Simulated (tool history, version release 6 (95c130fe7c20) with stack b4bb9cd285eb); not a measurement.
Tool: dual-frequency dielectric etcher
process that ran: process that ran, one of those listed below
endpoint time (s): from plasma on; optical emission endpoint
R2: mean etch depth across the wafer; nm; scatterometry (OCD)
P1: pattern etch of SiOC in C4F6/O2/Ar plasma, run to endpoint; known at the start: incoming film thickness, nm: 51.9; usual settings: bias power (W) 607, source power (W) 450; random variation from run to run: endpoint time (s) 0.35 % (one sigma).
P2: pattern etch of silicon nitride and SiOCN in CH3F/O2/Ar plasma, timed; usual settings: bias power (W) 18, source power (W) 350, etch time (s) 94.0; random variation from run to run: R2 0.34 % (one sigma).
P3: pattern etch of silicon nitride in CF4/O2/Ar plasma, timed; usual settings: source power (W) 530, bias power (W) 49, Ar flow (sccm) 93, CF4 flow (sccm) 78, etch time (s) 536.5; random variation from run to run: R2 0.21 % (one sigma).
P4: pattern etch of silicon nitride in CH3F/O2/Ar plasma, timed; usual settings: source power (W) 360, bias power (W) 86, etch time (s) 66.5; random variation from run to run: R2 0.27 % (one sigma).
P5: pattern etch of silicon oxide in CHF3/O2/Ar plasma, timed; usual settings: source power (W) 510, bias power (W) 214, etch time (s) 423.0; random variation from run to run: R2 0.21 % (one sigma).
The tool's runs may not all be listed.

Run 1, hour 3.7: process that ran P1, bias power (W) 607, source power (W) 450. Result: endpoint time (s) 15.903.
Run 2, hour 7.2: process that ran P4, bias power (W) 86, source power (W) 360, etch time (s) 66.5. Result: R2 47.2940 nm.
Run 3, hour 12.1: process that ran P1, bias power (W) 773, source power (W) 450. Result: endpoint time (s) 14.590.
Run 4, hour 16.8: process that ran P5, bias power (W) 214, source power (W) 510, etch time (s) 611.5. Result: R2 1252.4000 nm.
Run 5, hour 20.6: process that ran P2, bias power (W) 18, source power (W) 350, etch time (s) 118.5. Result: R2 13.7110 nm.
Run 6, hour 23.5: process that ran P1, bias power (W) 607, source power (W) 450. Result: endpoint time (s) 15.967.
Run 7, hour 26.8: process that ran P2, bias power (W) 18, source power (W) 350, etch time (s) 94.0. Result: R2 10.9540 nm.
Run 8, hour 31.6: process that ran P4, bias power (W) 86, source power (W) 270, etch time (s) 66.5. Result: R2 42.4630 nm.
Run 9, hour 36.3: process that ran P3, bias power (W) 49, source power (W) 530, etch time (s) 536.5, Ar flow (sccm) 93, CF4 flow (sccm) 78. Result: R2 1069.5000 nm.
Run 10, hour 40.6: process that ran P2, bias power (W) 18, source power (W) 350, etch time (s) 94.0. Result: R2 10.9060 nm.
Run 11, hour 44.0: process that ran P4, bias power (W) 64, source power (W) 360, etch time (s) 66.5. Result: R2 42.5550 nm.
Run 12, hour 46.3: process that ran P3, bias power (W) 49, source power (W) 530, etch time (s) 536.5, Ar flow (sccm) 114, CF4 flow (sccm) 78. Result: R2 1041.3000 nm.
Run 13, hour 49.6: process that ran P3, bias power (W) 49, source power (W) 750, etch time (s) 536.5, Ar flow (sccm) 93, CF4 flow (sccm) 78. Result: R2 1445.3000 nm.
Run 14, hour 52.9: process that ran P5, bias power (W) 214, source power (W) 510, etch time (s) 423.0. Result: R2 865.6000 nm.
Run 15, hour 56.8: process that ran P4, bias power (W) 86, source power (W) 360, etch time (s) 66.5. Result: R2 47.6090 nm.
Run 16, hour 60.6: process that ran P1, bias power (W) 607, source power (W) 340. Result: endpoint time (s) 17.716.
Run 17, hour 64.5: process that ran P5, bias power (W) 301, source power (W) 510, etch time (s) 423.0. Result: R2 976.9800 nm.
Run 18, hour 67.9: process that ran P1, bias power (W) 607, source power (W) 570. Result: endpoint time (s) 14.711.
Run 19, hour 70.2: process that ran P1, bias power (W) 607, source power (W) 450. Result: endpoint time (s) 15.929.
Run 20, hour 75.1: process that ran P1, bias power (W) 607, source power (W) 450. Result: endpoint time (s) 15.954.
Run 21, hour 77.3: process that ran P1, bias power (W) 815, source power (W) 280. Result: endpoint time (s) 16.815.
Run 22, hour 80.0: process that ran P1, bias power (W) 607, source power (W) 450. Result: endpoint time (s) 15.872.
Run 23, hour 84.7: process that ran P3, bias power (W) 37, source power (W) 530, etch time (s) 536.5, Ar flow (sccm) 93, CF4 flow (sccm) 78. Result: R2 962.2300 nm.
Run 24, hour 88.8: process that ran P5, bias power (W) 214, source power (W) 510, etch time (s) 423.0. Result: R2 864.4900 nm.
Run 25, hour 92.3: process that ran P3, bias power (W) 49, source power (W) 530, etch time (s) 536.5, Ar flow (sccm) 93, CF4 flow (sccm) 94. Result: R2 1093.2000 nm.
Run 26, hour 96.3: process that ran P5, bias power (W) 214, source power (W) 630, etch time (s) 423.0. Result: R2 940.6300 nm.
Run 27, hour 99.1: process that ran P2, bias power (W) 18, source power (W) 470, etch time (s) 94.0. Result: R2 12.1990 nm.
Run 28, hour 101.9: process that ran P1, bias power (W) 607, source power (W) 450. Result: endpoint time (s) 15.883.
Run 29, hour 104.1: process that ran P4, bias power (W) 86, source power (W) 360, etch time (s) 48.0. Result: R2 34.2350 nm.
Run 30, hour 108.9: process that ran P2, bias power (W) 12, source power (W) 350, etch time (s) 94.0. Result: R2 9.2537 nm.
Run 31, hour 113.1: process that ran P3, bias power (W) 49, source power (W) 530, etch time (s) 655.0, Ar flow (sccm) 93, CF4 flow (sccm) 78. Result: R2 1305.7000 nm.
Run 32, hour 116.4: process that ran P1, bias power (W) 371, source power (W) 450. Result: endpoint time (s) 19.093.
Run 33, hour 119.6: process that ran P1, bias power (W) 607, source power (W) 450. Result: endpoint time (s) 15.926.
Run 34, hour 124.0: process that ran P1, bias power (W) 607, source power (W) 450. Result: endpoint time (s) 16.195.
Run 35, hour 128.5: process that ran P1, bias power (W) 607, source power (W) 450. Result: endpoint time (s) 16.208.
Run 36, hour 130.7: process that ran P1, bias power (W) 607, source power (W) 450. Result: endpoint time (s) 16.147.
At hour 131.9: wet clean of the chamber.
Run 37, hour 133.9: process that ran P1, bias power (W) 607, source power (W) 450. Result: endpoint time (s) 16.199.
Run 38, hour 136.6: process that ran P1, bias power (W) 607, source power (W) 450. Result: endpoint time (s) 16.283.
Run 39, hour 140.4: process that ran P1, bias power (W) 607, source power (W) 450. Result: endpoint time (s) 16.248.
Run 40, hour 142.8: process that ran P1, bias power (W) 607, source power (W) 450. Result: endpoint time (s) 16.206.
Run 41, hour 147.6: process that ran P1, bias power (W) 607, source power (W) 450. Result: endpoint time (s) 16.246.

What P1 gives has crept away from where it was. These 2 causes fit the log equally well, each at the size given:
A: bias power that arrives under what is set, % = 4.5
B: source power that arrives under what is set, % = 4.67
The creep began at about hour 119.6.
Why every other cause is out:
chamber walls in a state that lowers the etch rate, %: serviced at hour 131.9, which brought nothing back

4 check runs are offered, one wafer each, their results left as question marks. Which one tells the causes apart?
Run check 1, hour 152.4: process that ran P3, bias power (W) 49, source power (W) 530, etch time (s) 536.5, Ar flow (sccm) 93, CF4 flow (sccm) 78. Result: R2 ?.
Run check 2, hour 152.4: process that ran P5, bias power (W) 214, source power (W) 510, etch time (s) 423.0. Result: R2 ?.
Run check 3, hour 152.4: process that ran P4, bias power (W) 86, source power (W) 360, etch time (s) 66.5. Result: R2 ?.
Run check 4, hour 152.4: process that ran P2, bias power (W) 18, source power (W) 350, etch time (s) 94.0. Result: R2 ?.

What each check would give under each cause:
  check  result       if A       if B
check 1      R2  1050.4000  1025.3000
check 2      R2   851.9700   850.3200
check 3      R2    46.7190    46.6510
check 4      R2    10.7110    10.7420
How far apart the two closest causes lie, in the result that separates them most: check 1 2.42 %; check 2 0.19 %; check 3 0.15 %; check 4 0.29 %
Check 1 tells the causes apart: in the others they would give nearly the same result.

Check 1 was then run and gave: R2 1024.1000 nm. Which cause is it?

It is B: source power that arrives under what is set, %.

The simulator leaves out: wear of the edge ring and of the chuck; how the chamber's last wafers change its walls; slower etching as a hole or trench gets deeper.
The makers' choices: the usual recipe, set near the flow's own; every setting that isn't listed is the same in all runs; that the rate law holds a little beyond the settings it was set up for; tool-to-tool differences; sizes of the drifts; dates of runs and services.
